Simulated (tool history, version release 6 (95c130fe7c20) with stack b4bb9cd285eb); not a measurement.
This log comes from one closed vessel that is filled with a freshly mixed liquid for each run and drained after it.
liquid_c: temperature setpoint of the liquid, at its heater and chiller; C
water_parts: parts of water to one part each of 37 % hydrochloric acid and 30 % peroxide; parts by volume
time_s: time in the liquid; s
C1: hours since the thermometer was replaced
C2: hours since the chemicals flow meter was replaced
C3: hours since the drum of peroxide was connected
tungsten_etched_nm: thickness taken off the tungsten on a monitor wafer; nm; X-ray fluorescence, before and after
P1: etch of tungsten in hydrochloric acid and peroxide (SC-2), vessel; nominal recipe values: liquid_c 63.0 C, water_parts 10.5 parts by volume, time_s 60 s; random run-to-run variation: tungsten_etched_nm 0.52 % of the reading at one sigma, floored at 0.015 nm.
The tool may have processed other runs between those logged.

Run 1, hour 15.2: liquid_c 63.0 C, water_parts 10.5 parts by volume, time_s 60 s; C1 312.0; C2 403.4; C3 133.0. Result: tungsten_etched_nm 15.0460 nm.
Run 2, hour 31.1: liquid_c 63.0 C, water_parts 10.5 parts by volume, time_s 60 s; C1 327.9; C2 419.3; C3 148.9. Result: tungsten_etched_nm 15.0040 nm.
Run 3, hour 43.1: liquid_c 63.0 C, water_parts 10.5 parts by volume, time_s 60 s; C1 339.9; C2 431.3; C3 160.9. Result: tungsten_etched_nm 15.0680 nm.
Run 4, hour 56.6: liquid_c 72.0 C, water_parts 10.5 parts by volume, time_s 100 s; C1 353.4; C2 444.8; C3 174.4. Result: tungsten_etched_nm 42.8680 nm.
Run 5, hour 66.6: liquid_c 63.0 C, water_parts 10.5 parts by volume, time_s 120 s; C1 363.4; C2 454.8; C3 184.4. Result: tungsten_etched_nm 30.1850 nm.
Run 6, hour 76.7: liquid_c 63.0 C, water_parts 4.0 parts by volume, time_s 60 s; C1 373.5; C2 464.9; C3 194.5. Result: tungsten_etched_nm 31.3050 nm.
Run 7, hour 84.0: liquid_c 63.0 C, water_parts 10.5 parts by volume, time_s 60 s; C1 380.8; C2 472.2; C3 201.8. Result: tungsten_etched_nm 15.0300 nm.
Run 8, hour 95.6: liquid_c 53.0 C, water_parts 18.5 parts by volume, time_s 60 s; C1 392.4; C2 483.8; C3 213.4. Result: tungsten_etched_nm 4.8534 nm.
Run 9, hour 107.5: liquid_c 72.0 C, water_parts 10.5 parts by volume, time_s 60 s; C1 404.3; C2 495.7; C3 225.3. Result: tungsten_etched_nm 25.8610 nm.
Run 10, hour 119.5: liquid_c 63.0 C, water_parts 10.5 parts by volume, time_s 60 s; C1 416.3; C2 507.7; C3 237.3. Result: tungsten_etched_nm 15.1020 nm.
Run 11, hour 131.4: liquid_c 63.0 C, water_parts 18.5 parts by volume, time_s 60 s; C1 428.2; C2 519.6; C3 249.2. Result: tungsten_etched_nm 9.1320 nm.
Run 12, hour 144.9: liquid_c 52.5 C, water_parts 10.5 parts by volume, time_s 30 s; C1 441.7; C2 533.1; C3 262.7. Result: tungsten_etched_nm 3.8864 nm.
Run 13, hour 158.1: liquid_c 52.5 C, water_parts 10.5 parts by volume, time_s 60 s; C1 454.9; C2 546.3; C3 275.9. Result: tungsten_etched_nm 7.7058 nm.
Run 14, hour 171.4: liquid_c 63.0 C, water_parts 10.5 parts by volume, time_s 60 s; C1 468.2; C2 559.6; C3 289.2. Result: tungsten_etched_nm 15.0870 nm.
Run 15, hour 187.3: liquid_c 63.0 C, water_parts 10.5 parts by volume, time_s 30 s; C1 484.1; C2 575.5; C3 305.1. Result: tungsten_etched_nm 7.4859 nm.
Run 16, hour 197.2: liquid_c 63.0 C, water_parts 10.5 parts by volume, time_s 60 s; C1 494.0; C2 585.4; C3 315.0. Result: tungsten_etched_nm 14.9070 nm.
Run 17, hour 213.3: liquid_c 63.0 C, water_parts 10.5 parts by volume, time_s 60 s; C1 510.1; C2 601.5; C3 331.1. Result: tungsten_etched_nm 15.6530 nm.
Run 18, hour 226.5: liquid_c 63.0 C, water_parts 10.5 parts by volume, time_s 60 s; C1 523.3; C2 614.7; C3 344.3. Result: tungsten_etched_nm 15.9320 nm.
Run 19, hour 243.2: liquid_c 63.0 C, water_parts 10.5 parts by volume, time_s 60 s; C1 540.0; C2 631.4; C3 361.0. Result: tungsten_etched_nm 16.1050 nm.
Run 20, hour 250.6: liquid_c 63.0 C, water_parts 10.5 parts by volume, time_s 60 s; C1 547.4; C2 638.8; C3 368.4. Result: tungsten_etched_nm 16.3030 nm.
Run 21, hour 262.1: liquid_c 63.0 C, water_parts 10.5 parts by volume, time_s 60 s; C1 558.9; C2 650.3; C3 379.9. Result: tungsten_etched_nm 16.3450 nm.
Run 22, hour 273.1: liquid_c 63.0 C, water_parts 10.5 parts by volume, time_s 60 s; C1 569.9; C2 661.3; C3 390.9. Result: tungsten_etched_nm 16.4320 nm.
Run 23, hour 287.7: liquid_c 63.0 C, water_parts 10.5 parts by volume, time_s 60 s; C1 584.5; C2 675.9; C3 405.5. Result: tungsten_etched_nm 16.3890 nm.
Run 24, hour 303.6: liquid_c 63.0 C, water_parts 10.5 parts by volume, time_s 60 s; C1 600.4; C2 691.8; C3 421.4. Result: tungsten_etched_nm 16.4270 nm.

P1 no longer gives what it gave before; its output has crept away from where it was. The following 2 causes, each at its listed size, fit the log equally well:
A: liquid hotter than its thermometer reads (K) = 1.41
B: chemicals flow above the setpoint (%) = 10.9
The onset of the drift is placed at about hour 197.2.
Every other cause this tool's parts could produce, and why it does not fit the log:
peroxide weaker than its label (%): 8 at the very most, moving tungsten_etched_nm by -7.4 %, which is either too weak or the wrong sign

You are offered 4 check runs, listed below with question marks in place of their results; each one averages 3 wafers. Which run separates the listed causes by giving clearly different results for each?
Run check 1, hour 319.5: liquid_c 52.5 C, water_parts 10.5 parts by volume, time_s 60 s. Result: tungsten_etched_nm ?.
Run check 2, hour 319.5: liquid_c 72.0 C, water_parts 6.5 parts by volume, time_s 60 s. Result: tungsten_etched_nm ?.
Run check 3, hour 319.5: liquid_c 55.0 C, water_parts 4.0 parts by volume, time_s 60 s. Result: tungsten_etched_nm ?.
Run check 4, hour 319.5: liquid_c 63.0 C, water_parts 10.5 parts by volume, time_s 40 s. Result: tungsten_etched_nm ?.

If the cause were each of the candidates in turn, the checks would give the following:
  check              result     if A     if B
check 1  tungsten_etched_nm   8.4596   8.4089
check 2  tungsten_etched_nm  41.2160  41.0550
check 3  tungsten_etched_nm  20.7130  20.2410
check 4  tungsten_etched_nm  10.9360  10.9320
Per check, the gap between the least separated pair of causes, taken in the result that splits them most: check 1 0.6 %; check 2 0.39 %; check 3 2.3 %; check 4 0.04 %
Check 3 distinguishes between the causes, while the remaining checks would return nearly the same result for all of them.

With check 3 done, the readings were: tungsten_etched_nm 20.3160 nm. Identify which of the listed causes applies.

The correct cause is B, namely: chemicals flow above the setpoint (%).
